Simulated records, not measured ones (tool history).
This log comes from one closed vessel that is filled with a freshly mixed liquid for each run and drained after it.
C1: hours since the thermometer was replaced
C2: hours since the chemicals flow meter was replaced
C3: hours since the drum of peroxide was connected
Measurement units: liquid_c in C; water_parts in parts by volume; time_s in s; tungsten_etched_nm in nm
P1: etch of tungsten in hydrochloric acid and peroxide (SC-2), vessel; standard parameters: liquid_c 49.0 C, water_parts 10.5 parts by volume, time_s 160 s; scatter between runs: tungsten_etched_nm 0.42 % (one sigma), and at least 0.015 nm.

run 1 day=0.379 | liquid_c=49.0 water_parts=10.5 time_s=160 | C1=186.5 C2=250.1 C3=772.6 | tungsten_etched_nm=52.951
run 2 day=1.033 | liquid_c=49.0 water_parts=10.5 time_s=160 | C1=202.2 C2=265.8 C3=788.3 | tungsten_etched_nm=53.084
run 3 day=1.408 | liquid_c=49.0 water_parts=10.5 time_s=160 | C1=211.2 C2=274.8 C3=797.3 | tungsten_etched_nm=53.079
run 4 day=1.988 | liquid_c=49.0 water_parts=10.5 time_s=160 | C1=225.1 C2=288.7 C3=811.2 | tungsten_etched_nm=53.029
run 5 day=2.404 | liquid_c=49.0 water_parts=10.5 time_s=160 | C1=235.1 C2=298.7 C3=821.2 | tungsten_etched_nm=53.109
run 6 day=3.104 | liquid_c=64.5 water_parts=10.5 time_s=265 | C1=251.9 C2=315.5 C3=838.0 | tungsten_etched_nm=238.230
run 7 day=3.517 | liquid_c=49.0 water_parts=10.5 time_s=160 | C1=261.8 C2=325.4 C3=847.9 | tungsten_etched_nm=53.042
-- day=3.762 chemicals flow meter replaced
run 8 day=3.850 | liquid_c=49.0 water_parts=10.5 time_s=315 | C1=269.8 C2=2.1 C3=855.9 | tungsten_etched_nm=104.710
run 9 day=4.533 | liquid_c=38.0 water_parts=10.5 time_s=310 | C1=286.2 C2=18.5 C3=872.3 | tungsten_etched_nm=47.719
run 10 day=5.217 | liquid_c=49.0 water_parts=10.5 time_s=35 | C1=302.6 C2=34.9 C3=888.7 | tungsten_etched_nm=11.575
run 11 day=5.617 | liquid_c=35.0 water_parts=10.5 time_s=160 | C1=312.2 C2=44.5 C3=898.3 | tungsten_etched_nm=19.782
run 12 day=5.971 | liquid_c=64.5 water_parts=10.5 time_s=160 | C1=320.7 C2=53.0 C3=906.8 | tungsten_etched_nm=143.580
run 13 day=6.333 | liquid_c=49.0 water_parts=4.0 time_s=160 | C1=329.4 C2=61.7 C3=915.5 | tungsten_etched_nm=110.560
run 14 day=6.833 | liquid_c=36.0 water_parts=17.0 time_s=160 | C1=341.4 C2=73.7 C3=927.5 | tungsten_etched_nm=14.090
run 15 day=7.229 | liquid_c=49.0 water_parts=16.0 time_s=160 | C1=350.9 C2=83.2 C3=937.0 | tungsten_etched_nm=36.738

What does the tool deliver on the next run?
run 16 day=7.721 | liquid_c=49.0 water_parts=10.5 time_s=160 | C1=362.7 C2=95.0 C3=948.8 | tungsten_etched_nm=?

tungsten_etched_nm: 53.193 nm
